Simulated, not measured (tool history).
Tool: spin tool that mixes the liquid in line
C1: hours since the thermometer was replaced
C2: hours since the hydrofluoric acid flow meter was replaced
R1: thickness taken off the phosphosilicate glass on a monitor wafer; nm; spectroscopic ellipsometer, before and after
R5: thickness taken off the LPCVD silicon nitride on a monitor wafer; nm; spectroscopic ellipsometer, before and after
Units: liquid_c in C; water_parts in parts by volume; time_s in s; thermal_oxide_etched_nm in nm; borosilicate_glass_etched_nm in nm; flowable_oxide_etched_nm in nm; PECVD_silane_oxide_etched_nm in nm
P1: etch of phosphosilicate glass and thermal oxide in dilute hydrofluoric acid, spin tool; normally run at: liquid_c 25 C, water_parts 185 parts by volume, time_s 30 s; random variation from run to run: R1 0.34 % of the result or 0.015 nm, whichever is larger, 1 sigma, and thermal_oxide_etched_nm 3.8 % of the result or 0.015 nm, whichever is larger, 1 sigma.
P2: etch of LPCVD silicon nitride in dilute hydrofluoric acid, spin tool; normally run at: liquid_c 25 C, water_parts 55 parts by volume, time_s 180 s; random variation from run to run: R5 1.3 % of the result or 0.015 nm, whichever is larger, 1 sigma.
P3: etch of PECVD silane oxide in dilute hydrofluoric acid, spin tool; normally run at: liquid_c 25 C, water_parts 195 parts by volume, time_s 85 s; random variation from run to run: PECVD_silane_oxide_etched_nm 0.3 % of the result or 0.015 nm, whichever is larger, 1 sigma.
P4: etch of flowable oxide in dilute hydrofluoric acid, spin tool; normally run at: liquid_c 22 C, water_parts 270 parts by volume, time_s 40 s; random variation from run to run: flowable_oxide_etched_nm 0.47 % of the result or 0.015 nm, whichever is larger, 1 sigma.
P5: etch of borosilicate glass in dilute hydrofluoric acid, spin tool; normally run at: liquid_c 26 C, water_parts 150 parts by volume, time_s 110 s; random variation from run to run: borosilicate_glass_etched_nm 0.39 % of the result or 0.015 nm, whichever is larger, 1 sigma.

run 1 hour=6.5 | process=P1 liquid_c=25 water_parts=185 time_s=30 | C1=917.7 C2=999.8 | R1=13.398 thermal_oxide_etched_nm=0.67678
run 2 hour=14.3 | process=P5 liquid_c=26 water_parts=150 time_s=110 | C1=925.5 C2=1007.6 | borosilicate_glass_etched_nm=20.444
run 3 hour=25 | process=P1 liquid_c=25 water_parts=325 time_s=30 | C1=936.2 C2=1018.3 | R1=6.6364 thermal_oxide_etched_nm=0.30687
run 4 hour=33.1 | process=P1 liquid_c=25 water_parts=185 time_s=30 | C1=944.3 C2=1026.4 | R1=13.432 thermal_oxide_etched_nm=0.76612
run 5 hour=43.2 | process=P4 liquid_c=17 water_parts=270 time_s=40 | C1=954.4 C2=1036.5 | flowable_oxide_etched_nm=3.9908
run 6 hour=51.1 | process=P5 liquid_c=26 water_parts=150 time_s=25 | C1=962.3 C2=1044.4 | borosilicate_glass_etched_nm=4.6528
run 7 hour=59.4 | process=P1 liquid_c=29.5 water_parts=185 time_s=30 | C1=970.6 C2=1052.7 | R1=15.897 thermal_oxide_etched_nm=0.78369
run 8 hour=69.4 | process=P1 liquid_c=25 water_parts=185 time_s=30 | C1=980.6 C2=1062.7 | R1=13.455 thermal_oxide_etched_nm=0.71735
run 9 hour=74.8 | process=P2 liquid_c=25 water_parts=55 time_s=330 | C1=986 C2=1068.1 | R5=2.9525
run 10 hour=82.1 | process=P2 liquid_c=25 water_parts=55 time_s=180 | C1=993.3 C2=1075.4 | R5=1.647
run 11 hour=89.5 | process=P4 liquid_c=22 water_parts=270 time_s=60 | C1=1000.7 C2=1082.8 | flowable_oxide_etched_nm=7.1793
run 12 hour=98.6 | process=P1 liquid_c=32 water_parts=260 time_s=30 | C1=1009.8 C2=1091.9 | R1=11.098 thermal_oxide_etched_nm=0.6143
run 13 hour=108.9 | process=P3 liquid_c=25 water_parts=280 time_s=85 | C1=1020.1 C2=1102.2 | PECVD_silane_oxide_etched_nm=7.7555
run 14 hour=116.7 | process=P2 liquid_c=18 water_parts=55 time_s=180 | C1=1027.9 C2=1110 | R5=1.047
run 15 hour=126.3 | process=P2 liquid_c=25 water_parts=100 time_s=180 | C1=1037.5 C2=1119.6 | R5=0.96475
run 16 hour=136.7 | process=P3 liquid_c=25 water_parts=195 time_s=85 | C1=1047.9 C2=1130 | PECVD_silane_oxide_etched_nm=12.166
run 17 hour=146.1 | process=P2 liquid_c=25 water_parts=55 time_s=180 | C1=1057.3 C2=1139.4 | R5=1.6434
run 18 hour=155.9 | process=P1 liquid_c=17.5 water_parts=185 time_s=30 | C1=1067.1 C2=1149.2 | R1=10.091 thermal_oxide_etched_nm=0.51374
run 19 hour=163.7 | process=P5 liquid_c=26 water_parts=70 time_s=110 | C1=1074.9 C2=1157 | borosilicate_glass_etched_nm=48.558
run 20 hour=170.9 | process=P1 liquid_c=25 water_parts=185 time_s=30 | C1=1082.1 C2=1164.2 | R1=13.545 thermal_oxide_etched_nm=0.70257
run 21 hour=179.5 | process=P3 liquid_c=31.5 water_parts=195 time_s=85 | C1=1090.7 C2=1172.8 | PECVD_silane_oxide_etched_nm=15.272
run 22 hour=190.1 | process=P1 liquid_c=25 water_parts=185 time_s=15 | C1=1101.3 C2=1183.4 | R1=6.7019 thermal_oxide_etched_nm=0.35478
run 23 hour=198.1 | process=P4 liquid_c=22 water_parts=485 time_s=40 | C1=1109.3 C2=1191.4 | flowable_oxide_etched_nm=2.1954
run 24 hour=204.9 | process=P5 liquid_c=34 water_parts=150 time_s=110 | C1=1116.1 C2=1198.2 | borosilicate_glass_etched_nm=27.269
run 25 hour=213.4 | process=P4 liquid_c=22 water_parts=270 time_s=40 | C1=1124.6 C2=1206.7 | flowable_oxide_etched_nm=4.7671
run 26 hour=224.6 | process=P1 liquid_c=25 water_parts=185 time_s=30 | C1=1135.8 C2=1217.9 | R1=13.457 thermal_oxide_etched_nm=0.73334
run 27 hour=232.6 | process=P1 liquid_c=25 water_parts=185 time_s=30 | C1=1143.8 C2=1225.9 | R1=13.449 thermal_oxide_etched_nm=0.79196
run 28 hour=243.1 | process=P1 liquid_c=25 water_parts=65 time_s=30 | C1=1154.3 C2=1236.4 | R1=44.229 thermal_oxide_etched_nm=2.473
run 29 hour=249.8 | process=P3 liquid_c=25 water_parts=195 time_s=15 | C1=1161 C2=1243.1 | PECVD_silane_oxide_etched_nm=2.1531
run 30 hour=260.6 | process=P1 liquid_c=25 water_parts=185 time_s=60 | C1=1171.8 C2=1253.9 | R1=26.839 thermal_oxide_etched_nm=1.4398
run 31 hour=270 | process=P1 liquid_c=25 water_parts=185 time_s=30 | C1=1181.2 C2=1263.3 | R1=13.458 thermal_oxide_etched_nm=0.68654
run 32 hour=281.3 | process=P1 liquid_c=25 water_parts=185 time_s=30 | C1=1192.5 C2=1274.6 | R1=12.838 thermal_oxide_etched_nm=0.70158
run 33 hour=290.8 | process=P1 liquid_c=25 water_parts=185 time_s=30 | C1=1202 C2=1284.1 | R1=12.685 thermal_oxide_etched_nm=0.68856
run 34 hour=300.1 | process=P1 liquid_c=25 water_parts=185 time_s=30 | C1=1211.3 C2=1293.4 | R1=12.515 thermal_oxide_etched_nm=0.67536
run 35 hour=309.1 | process=P1 liquid_c=25 water_parts=185 time_s=30 | C1=1220.3 C2=1302.4 | R1=12.378 thermal_oxide_etched_nm=0.60465
run 36 hour=314.3 | process=P1 liquid_c=25 water_parts=185 time_s=30 | C1=1225.5 C2=1307.6 | R1=12.484 thermal_oxide_etched_nm=0.68001
run 37 hour=321.7 | process=P1 liquid_c=25 water_parts=185 time_s=30 | C1=1232.9 C2=1315 | R1=12.349 thermal_oxide_etched_nm=0.64756
run 38 hour=331.6 | process=P1 liquid_c=25 water_parts=185 time_s=30 | C1=1242.8 C2=1324.9 | R1=12.377 thermal_oxide_etched_nm=0.62715

What P1 gives has crept away from where it was. These 2 causes fit the log equally well, each at the size given:
A: hydrofluoric acid flow below the setpoint (%) = 6.63
B: liquid colder than its thermometer reads (K) = 2.23
The creep began at about hour 270.

4 check runs are offered, each on 2 wafers whose results are averaged, their results left as question marks. Which one tells the causes apart?
run check 1 hour=341.5 | process=P4 liquid_c=17 water_parts=455 time_s=40 | flowable_oxide_etched_nm=?
run check 2 hour=341.5 | process=P2 liquid_c=18 water_parts=55 time_s=255 | R5=?
run check 3 hour=341.5 | process=P3 liquid_c=25 water_parts=195 time_s=50 | PECVD_silane_oxide_etched_nm=?
run check 4 hour=341.5 | process=P5 liquid_c=34 water_parts=150 time_s=110 | borosilicate_glass_etched_nm=?

What each check would give under each cause:
check=check_1 result=flowable_oxide_etched_nm if_A=1.8577 if_B=1.8815
check=check_2 result=R5 if_A=1.3604 if_B=1.2413
check=check_3 result=PECVD_silane_oxide_etched_nm if_A=6.5549 if_B=6.5616
check=check_4 result=borosilicate_glass_etched_nm if_A=25.033 if_B=25.182
How far apart the two closest causes lie, in the result that separates them most: check 1 1.27 %; check 2 9.16 %; check 3 0.1 %; check 4 0.59 %
Only check 2 tells the causes apart: in the others they would give nearly the same result.

Check 2 was then run and gave: R5 1.3613 nm. Which cause is it?

It is A: hydrofluoric acid flow below the setpoint (%).
